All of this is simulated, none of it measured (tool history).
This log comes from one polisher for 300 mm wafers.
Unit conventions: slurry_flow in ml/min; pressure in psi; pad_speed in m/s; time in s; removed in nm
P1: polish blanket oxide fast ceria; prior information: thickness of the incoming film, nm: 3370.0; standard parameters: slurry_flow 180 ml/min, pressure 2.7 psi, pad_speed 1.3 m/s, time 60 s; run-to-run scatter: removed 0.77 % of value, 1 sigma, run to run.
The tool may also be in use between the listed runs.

run 1 hour=14.3 | slurry_flow=180 pressure=2.7 pad_speed=1.3 time=60 | removed=952.27
run 2 hour=30.6 | slurry_flow=180 pressure=2.7 pad_speed=1.3 time=91 | removed=1439.8
run 3 hour=45.8 | slurry_flow=270 pressure=2.7 pad_speed=1.3 time=60 | removed=1013.9
run 4 hour=57.9 | slurry_flow=125 pressure=2.7 pad_speed=1.3 time=60 | removed=898.59
run 5 hour=65.9 | slurry_flow=180 pressure=2.7 pad_speed=1.3 time=60 | removed=943.32
run 6 hour=81.4 | slurry_flow=240 pressure=3.9 pad_speed=1.3 time=60 | removed=1427.7
run 7 hour=95.1 | slurry_flow=180 pressure=4.1 pad_speed=1.3 time=60 | removed=1462.6
run 8 hour=102.5 | slurry_flow=180 pressure=2.7 pad_speed=1.3 time=60 | removed=949.82
run 9 hour=117.9 | slurry_flow=180 pressure=2.7 pad_speed=1.84 time=60 | removed=1340.4
run 10 hour=134.5 | slurry_flow=125 pressure=1.7 pad_speed=1.3 time=60 | removed=566.22
run 11 hour=142.2 | slurry_flow=180 pressure=1.6 pad_speed=1.3 time=60 | removed=573.48
run 12 hour=153.4 | slurry_flow=180 pressure=2.7 pad_speed=1.3 time=29 | removed=469.37
run 13 hour=166 | slurry_flow=180 pressure=2.7 pad_speed=0.58 time=60 | removed=423.88
run 14 hour=182.2 | slurry_flow=180 pressure=2.7 pad_speed=1.3 time=60 | removed=947.57
run 15 hour=198 | slurry_flow=180 pressure=2.7 pad_speed=0.66 time=45 | removed=359.9
run 16 hour=213.2 | slurry_flow=180 pressure=2.7 pad_speed=1.3 time=60 | removed=949.04
run 17 hour=225.8 | slurry_flow=180 pressure=2.7 pad_speed=1.3 time=60 | removed=912.08
run 18 hour=234.7 | slurry_flow=180 pressure=2.7 pad_speed=1.3 time=60 | removed=891.14
run 19 hour=251 | slurry_flow=180 pressure=2.7 pad_speed=1.3 time=60 | removed=885.42
run 20 hour=264.6 | slurry_flow=180 pressure=2.7 pad_speed=1.3 time=60 | removed=874.78

Predict the results of run 21:
-- hour=274.3 head pressure recalibrated
run 21 hour=277.7 | slurry_flow=180 pressure=2.7 pad_speed=1.3 time=60 | removed=?

{"run 21": {"removed": 876.06}}
